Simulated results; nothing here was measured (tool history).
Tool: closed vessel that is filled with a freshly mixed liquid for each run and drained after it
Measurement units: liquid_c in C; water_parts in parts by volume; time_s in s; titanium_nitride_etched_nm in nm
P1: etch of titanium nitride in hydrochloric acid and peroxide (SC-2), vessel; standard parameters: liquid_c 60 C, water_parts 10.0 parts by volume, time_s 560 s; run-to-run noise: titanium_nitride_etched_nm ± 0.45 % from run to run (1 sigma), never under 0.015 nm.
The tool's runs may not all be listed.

run,hour,liquid_c,water_parts,time_s,hours since the thermometer was replaced,hours since the chemicals flow meter was replaced,hours since the drum of peroxide was connected,titanium_nitride_etched_nm
1,4.0,60,10.0,560,56.2,581.2,345.8,17.1530
2,8.3,60,10.0,560,60.5,585.5,350.1,17.2300
3,10.9,71,10.0,560,63.1,588.1,352.7,33.5960
# hour 12.5: chemicals flow meter replaced
4,12.9,60,10.0,560,65.1,0.5,354.7,17.3220
5,15.7,60,13.5,230,67.9,3.3,357.5,5.4388
# hour 16.5: new drum of peroxide connected
6,18.2,44,10.0,560,70.4,5.8,1.7,5.9913
7,20.8,60,4.0,560,73.0,8.4,4.3,34.4450
8,23.5,60,10.0,560,75.7,11.1,7.0,17.1340
9,26.2,46,10.0,1045,78.4,13.8,9.7,12.8460
10,28.4,60,10.0,90,80.6,16.0,11.9,2.7752
11,32.4,60,10.0,1060,84.6,20.0,15.9,32.8870
12,34.2,60,10.0,560,86.4,21.8,17.7,17.1970
13,36.8,60,14.5,560,89.0,24.4,20.3,12.4860
14,39.0,60,17.0,130,91.2,26.6,22.5,2.5359
15,41.4,60,10.0,560,93.6,29.0,24.9,17.2960
16,45.2,60,10.0,560,97.4,32.8,28.7,17.9650
17,47.7,60,10.0,560,99.9,35.3,31.2,18.3190
18,50.6,60,10.0,560,102.8,38.2,34.1,18.4100
19,52.9,60,10.0,560,105.1,40.5,36.4,18.5540
20,57.1,60,10.0,560,109.3,44.7,40.6,18.5470
21,60.1,60,10.0,560,112.3,47.7,43.6,18.6890

Compared with where it was, what P1 gives has crept away. Each cause listed below fits the log as well as the rest, at the size given for it:
A: liquid hotter than its thermometer reads (K) = 1.19
B: chemicals flow above the setpoint (%) = 9.33
Creep in the process output first set in at about hour 41.4.
All other causes, with the reason each is excluded:
peroxide weaker than its label (%): limited to 8, which would change titanium_nitride_etched_nm by -7.4 %, either short of the creep or opposite in sign

Below are 4 check runs, each averaged over 3 wafers, with their results shown as question marks. Which of them would give clearly different results depending on which cause is behind the drift?
check 1,63.1,45,14.0,560,,,,?
check 2,63.1,51,10.0,145,,,,?
check 3,63.1,51,4.0,560,,,,?
check 4,63.1,60,14.0,1055,,,,?

What every check run would give for each of its results, assuming each possible cause in turn:
check,result,if A,if B
check 1,titanium_nitride_etched_nm,5.2426,5.2220
check 2,titanium_nitride_etched_nm,2.7058,2.6928
check 3,titanium_nitride_etched_nm,20.9000,20.4850
check 4,titanium_nitride_etched_nm,26.2690,26.3540
How far apart the two closest causes lie, in the result that separates them most: check 1 0.39 %; check 2 0.48 %; check 3 2.01 %; check 4 0.32 %
Only in check 3 would the causes give clearly different results; in the remaining checks their results would be nearly the same.

Running check 3 produced the following: titanium_nitride_etched_nm 20.9740 nm. Which one of the listed causes fits?

A is the cause: liquid hotter than its thermometer reads (K).
